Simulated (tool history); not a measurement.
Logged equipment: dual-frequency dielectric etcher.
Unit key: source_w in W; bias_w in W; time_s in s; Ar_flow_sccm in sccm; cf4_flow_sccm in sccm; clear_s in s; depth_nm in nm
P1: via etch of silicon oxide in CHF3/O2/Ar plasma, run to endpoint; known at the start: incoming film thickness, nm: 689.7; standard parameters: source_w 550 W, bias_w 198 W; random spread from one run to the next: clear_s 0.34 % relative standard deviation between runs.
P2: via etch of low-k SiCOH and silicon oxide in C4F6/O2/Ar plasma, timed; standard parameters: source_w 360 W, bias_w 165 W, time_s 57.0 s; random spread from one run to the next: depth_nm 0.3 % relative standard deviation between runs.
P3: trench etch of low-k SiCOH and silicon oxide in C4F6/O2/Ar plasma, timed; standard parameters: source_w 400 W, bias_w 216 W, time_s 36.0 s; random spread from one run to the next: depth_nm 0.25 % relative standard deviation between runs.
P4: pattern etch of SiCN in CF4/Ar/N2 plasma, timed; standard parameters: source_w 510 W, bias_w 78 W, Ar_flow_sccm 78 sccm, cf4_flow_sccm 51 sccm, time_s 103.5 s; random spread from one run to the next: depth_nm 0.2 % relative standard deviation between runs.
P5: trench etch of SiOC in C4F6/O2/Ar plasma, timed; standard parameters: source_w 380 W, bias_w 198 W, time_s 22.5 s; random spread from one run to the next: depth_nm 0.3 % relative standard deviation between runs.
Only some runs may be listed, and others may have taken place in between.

{"run": 1, "hour": 6.7, "process": "P1", "source_w": 550, "bias_w": 198, "clear_s": 350.64}
{"run": 2, "hour": 15.2, "process": "P2", "source_w": 360, "bias_w": 165, "time_s": 39.0, "depth_nm": 100.28}
{"run": 3, "hour": 21.8, "process": "P1", "source_w": 770, "bias_w": 198, "clear_s": 307.83}
{"run": 4, "hour": 27.7, "process": "P1", "source_w": 550, "bias_w": 198, "clear_s": 350.16}
{"run": 5, "hour": 33.2, "process": "P5", "source_w": 380, "bias_w": 198, "time_s": 22.5, "depth_nm": 47.875}
{"run": 6, "hour": 40.5, "process": "P3", "source_w": 400, "bias_w": 216, "time_s": 36.0, "depth_nm": 122.73}
{"run": 7, "hour": 50.3, "process": "P4", "source_w": 510, "bias_w": 49, "time_s": 103.5, "Ar_flow_sccm": 78, "cf4_flow_sccm": 51, "depth_nm": 85.4}
{"run": 8, "hour": 59.4, "process": "P4", "source_w": 680, "bias_w": 78, "time_s": 103.5, "Ar_flow_sccm": 78, "cf4_flow_sccm": 51, "depth_nm": 128.03}
{"run": 9, "hour": 63.8, "process": "P3", "source_w": 400, "bias_w": 216, "time_s": 36.0, "depth_nm": 122.39}
{"run": 10, "hour": 68.5, "process": "P4", "source_w": 510, "bias_w": 78, "time_s": 103.5, "Ar_flow_sccm": 78, "cf4_flow_sccm": 51, "depth_nm": 99.617}
{"run": 11, "hour": 73.4, "process": "P1", "source_w": 550, "bias_w": 198, "clear_s": 349.31}
{"run": 12, "hour": 83.2, "process": "P5", "source_w": 380, "bias_w": 278, "time_s": 22.5, "depth_nm": 53.686}
{"run": 13, "hour": 91.9, "process": "P2", "source_w": 360, "bias_w": 109, "time_s": 57.0, "depth_nm": 128.77}
{"run": 14, "hour": 96.8, "process": "P5", "source_w": 260, "bias_w": 198, "time_s": 22.5, "depth_nm": 41.243}
{"run": 15, "hour": 103.4, "process": "P4", "source_w": 510, "bias_w": 78, "time_s": 76.0, "Ar_flow_sccm": 78, "cf4_flow_sccm": 51, "depth_nm": 73.217}
{"run": 16, "hour": 112.0, "process": "P1", "source_w": 430, "bias_w": 198, "clear_s": 383.88}
{"run": 17, "hour": 120.7, "process": "P3", "source_w": 400, "bias_w": 146, "time_s": 36.0, "depth_nm": 108.07}
{"run": 18, "hour": 127.8, "process": "P4", "source_w": 510, "bias_w": 78, "time_s": 103.5, "Ar_flow_sccm": 78, "cf4_flow_sccm": 51, "depth_nm": 99.295}
{"run": 19, "hour": 136.4, "process": "P1", "source_w": 670, "bias_w": 156, "clear_s": 353.84}
{"run": 20, "hour": 146.2, "process": "P1", "source_w": 550, "bias_w": 198, "clear_s": 350.55}
{"run": 21, "hour": 154.1, "process": "P5", "source_w": 380, "bias_w": 198, "time_s": 30.5, "depth_nm": 64.47}
{"run": 22, "hour": 163.4, "process": "P4", "source_w": 510, "bias_w": 78, "time_s": 103.5, "Ar_flow_sccm": 94, "cf4_flow_sccm": 51, "depth_nm": 96.346}
{"run": 23, "hour": 172.2, "process": "P1", "source_w": 550, "bias_w": 276, "clear_s": 312.37}
{"run": 24, "hour": 178.2, "process": "P1", "source_w": 550, "bias_w": 132, "clear_s": 401.71}
{"run": 25, "hour": 183.6, "process": "P4", "source_w": 510, "bias_w": 78, "time_s": 103.5, "Ar_flow_sccm": 78, "cf4_flow_sccm": 67, "depth_nm": 103.66}
{"run": 26, "hour": 190.7, "process": "P3", "source_w": 550, "bias_w": 216, "time_s": 36.0, "depth_nm": 138.82}
{"run": 27, "hour": 198.7, "process": "P1", "source_w": 550, "bias_w": 198, "clear_s": 349.82}
{"run": 28, "hour": 208.5, "process": "P2", "source_w": 360, "bias_w": 165, "time_s": 57.0, "depth_nm": 145.99}
{"run": 29, "hour": 216.7, "process": "P3", "source_w": 400, "bias_w": 216, "time_s": 21.5, "depth_nm": 73.381}

What will run 30 give?
{"run": 30, "hour": 221.5, "process": "P2", "source_w": 220, "bias_w": 165, "time_s": 57.0, "depth_nm": "?"}

{"run 30": {"depth_nm": 120.43}}
